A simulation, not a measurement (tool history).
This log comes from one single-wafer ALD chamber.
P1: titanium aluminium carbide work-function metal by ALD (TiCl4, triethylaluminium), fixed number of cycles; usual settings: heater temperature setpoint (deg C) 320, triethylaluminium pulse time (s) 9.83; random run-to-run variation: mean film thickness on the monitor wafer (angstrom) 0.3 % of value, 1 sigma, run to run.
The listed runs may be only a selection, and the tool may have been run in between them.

run	hour	heater temperature setpoint (deg C)	triethylaluminium pulse time (s)	hours since the last thermocouple change	hours since the last triethylaluminium bottle change	mean film thickness on the monitor wafer (angstrom)
1	4	320	9.83	755.7	329.6	21.235
2	10.6	320	14.26	762.3	336.2	21.948
3	14.4	320	9.83	766.1	340	21.243
4	18.2	320	3.7	769.9	343.8	15.924
# hour 22.2: triethylaluminium bottle replaced
5	26.4	305	4.17	778.1	4.3	15.84
6	31	343	9.83	782.7	8.9	23.404
7	38.8	320	9.83	790.5	16.7	21.197
8	46.1	320	9.83	797.8	24	21.303
9	54.2	296	9.83	805.9	32.1	19.347
10	61.6	320	9.83	813.3	39.5	21.336
11	69.4	320	9.83	821.1	47.3	21.338
12	73.5	320	9.83	825.2	51.4	21.262
13	79.8	320	9.83	831.5	57.7	21.099
14	86.6	320	9.83	838.3	64.5	21.094
15	93.9	320	9.83	845.6	71.8	21.113
16	98.5	320	9.83	850.2	76.4	20.98
17	103.8	320	9.83	855.5	81.7	20.961

Compared with where it was, what P1 gives has crept away. Each cause listed below fits the log as well as the rest, at the size given for it:
A: triethylaluminium dose below that of a fresh bottle (%) = 10.6
B: wafer temperature below the value expected at the setpoint (K) = 3.73
At approximately hour 69.4, the process output began to creep.

Of the 4 check runs listed below, each run on one wafer and each result written as a question mark, which would let you distinguish the listed causes because they would give clearly different results?
check 1	109.1	307	4.86			?
check 2	109.1	297	9.83			?
check 3	109.1	298	9.83			?
check 4	109.1	332	9.83			?

Outcome of each check run for each possible cause:
check	result	if A	if B
check 1	mean film thickness on the monitor wafer (angstrom)	16.221	16.713
check 2	mean film thickness on the monitor wafer (angstrom)	19.042	19.017
check 3	mean film thickness on the monitor wafer (angstrom)	19.125	19.102
check 4	mean film thickness on the monitor wafer (angstrom)	22.008	22.021
Gap, in per cent, between the two causes that each check separates least, read from the result that separates them most: check 1 2.99 %; check 2 0.13 %; check 3 0.12 %; check 4 0.06 %
Check 1 tells the causes apart: in the others they would give nearly the same result.

With check 1 done, the readings were: mean film thickness on the monitor wafer (angstrom) 16.219. Identify which of the listed causes applies.

It was cause A: triethylaluminium dose below that of a fresh bottle (%).
